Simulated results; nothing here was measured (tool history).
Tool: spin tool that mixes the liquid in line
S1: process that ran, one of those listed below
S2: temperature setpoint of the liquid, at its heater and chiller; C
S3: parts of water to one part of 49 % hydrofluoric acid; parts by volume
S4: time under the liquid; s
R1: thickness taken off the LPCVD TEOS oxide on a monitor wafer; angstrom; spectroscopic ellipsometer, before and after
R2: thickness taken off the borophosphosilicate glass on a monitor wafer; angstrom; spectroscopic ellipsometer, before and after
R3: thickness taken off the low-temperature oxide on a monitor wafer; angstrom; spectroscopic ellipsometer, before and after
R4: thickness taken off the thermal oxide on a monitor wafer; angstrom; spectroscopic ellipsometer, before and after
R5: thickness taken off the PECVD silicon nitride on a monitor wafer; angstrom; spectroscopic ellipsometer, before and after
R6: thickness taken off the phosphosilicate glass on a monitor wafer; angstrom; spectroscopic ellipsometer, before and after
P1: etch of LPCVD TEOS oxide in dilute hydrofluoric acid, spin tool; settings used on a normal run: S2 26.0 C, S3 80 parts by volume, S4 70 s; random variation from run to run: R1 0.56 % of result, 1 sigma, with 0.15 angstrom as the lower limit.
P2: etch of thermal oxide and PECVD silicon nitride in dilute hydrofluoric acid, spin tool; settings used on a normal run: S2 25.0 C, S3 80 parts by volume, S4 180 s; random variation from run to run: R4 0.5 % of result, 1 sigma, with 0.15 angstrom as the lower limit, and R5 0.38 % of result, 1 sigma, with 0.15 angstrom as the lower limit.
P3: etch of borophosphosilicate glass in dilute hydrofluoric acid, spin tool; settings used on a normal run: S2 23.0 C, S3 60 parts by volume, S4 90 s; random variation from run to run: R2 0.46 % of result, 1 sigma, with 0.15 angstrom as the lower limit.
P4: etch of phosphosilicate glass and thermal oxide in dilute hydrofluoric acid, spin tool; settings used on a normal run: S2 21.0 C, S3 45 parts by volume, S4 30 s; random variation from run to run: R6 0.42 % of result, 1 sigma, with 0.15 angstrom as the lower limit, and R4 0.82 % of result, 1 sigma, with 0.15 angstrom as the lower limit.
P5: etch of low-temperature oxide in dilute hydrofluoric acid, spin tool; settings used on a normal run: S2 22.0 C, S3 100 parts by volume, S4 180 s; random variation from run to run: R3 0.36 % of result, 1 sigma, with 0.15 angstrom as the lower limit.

| run | hour | S1 | S2 | S3 | S4 | R1 | R2 | R3 | R4 | R5 | R6 |
|---|---|---|---|---|---|---|---|---|---|---|---|
| 1 | 5.5 | P1 | 26.0 | 80 | 70 | 365.27 |  |  |  |  |  |
| 2 | 13.8 | P1 | 31.5 | 80 | 70 | 452.14 |  |  |  |  |  |
| 3 | 19.6 | P3 | 23.0 | 95 | 90 |  | 292.70 |  |  |  |  |
| 4 | 25.9 | P1 | 26.0 | 80 | 70 | 367.56 |  |  |  |  |  |
| 5 | 34.3 | P3 | 23.0 | 60 | 90 |  | 485.68 |  |  |  |  |
| 6 | 43.1 | P5 | 22.0 | 100 | 180 |  |  | 321.240 |  |  |  |
| 7 | 50.3 | P5 | 22.0 | 100 | 50 |  |  | 89.101 |  |  |  |
| 8 | 55.2 | P2 | 25.0 | 80 | 180 |  |  |  | 112.6100 | 138.440 |  |
| 9 | 64.1 | P1 | 21.5 | 80 | 70 | 302.79 |  |  |  |  |  |
| 10 | 68.3 | P1 | 26.0 | 80 | 30 | 155.97 |  |  |  |  |  |
| 11 | 76.8 | P2 | 25.0 | 110 | 180 |  |  |  | 78.2590 | 101.240 |  |
| 12 | 86.1 | P5 | 30.5 | 100 | 180 |  |  | 447.880 |  |  |  |
| 13 | 91.6 | P5 | 22.0 | 25 | 180 |  |  | 1402.300 |  |  |  |
| 14 | 99.6 | P3 | 23.0 | 60 | 90 |  | 483.77 |  |  |  |  |
| 15 | 107.2 | P4 | 21.0 | 20 | 30 |  |  |  | 70.7220 |  | 2124.40 |
| 16 | 115.9 | P4 | 29.0 | 45 | 30 |  |  |  | 42.5290 |  | 1259.50 |
| 17 | 121.1 | P1 | 26.0 | 110 | 70 | 252.60 |  |  |  |  |  |
| 18 | 127.6 | P2 | 25.0 | 80 | 15 |  |  |  | 9.5914 | 11.366 |  |
| 19 | 132.3 | P1 | 26.0 | 25 | 130 | 2349.60 |  |  |  |  |  |
| 20 | 139.4 | P4 | 21.0 | 45 | 30 |  |  |  | 30.1780 |  | 918.01 |
| 21 | 145.8 | P1 | 26.0 | 45 | 70 | 678.06 |  |  |  |  |  |
| 22 | 150.5 | P1 | 26.0 | 80 | 115 | 605.82 |  |  |  |  |  |
| 23 | 155.5 | P2 | 31.5 | 80 | 180 |  |  |  | 143.2500 | 208.680 |  |
| 24 | 163.2 | P3 | 23.0 | 60 | 165 |  | 884.68 |  |  |  |  |
| 25 | 170.8 | P1 | 26.0 | 80 | 70 | 365.70 |  |  |  |  |  |
| 26 | 177.7 | P4 | 21.0 | 45 | 60 |  |  |  | 61.3360 |  | 1825.70 |
| 27 | 186.3 | P1 | 26.0 | 30 | 45 | 668.93 |  |  |  |  |  |
| 28 | 194.4 | P5 | 22.0 | 100 | 180 |  |  | 319.600 |  |  |  |
| 29 | 200.1 | P4 | 21.0 | 45 | 30 |  |  |  | 30.8780 |  | 910.51 |
| 30 | 208.2 | P1 | 26.0 | 80 | 70 | 366.12 |  |  |  |  |  |

The next listed run, before its measurement:
| 31 | 213.7 | P1 | 26.0 | 80 | 70 | ? |  |  |  |  |  |

Run 31 gave R1 362.84 angstrom.
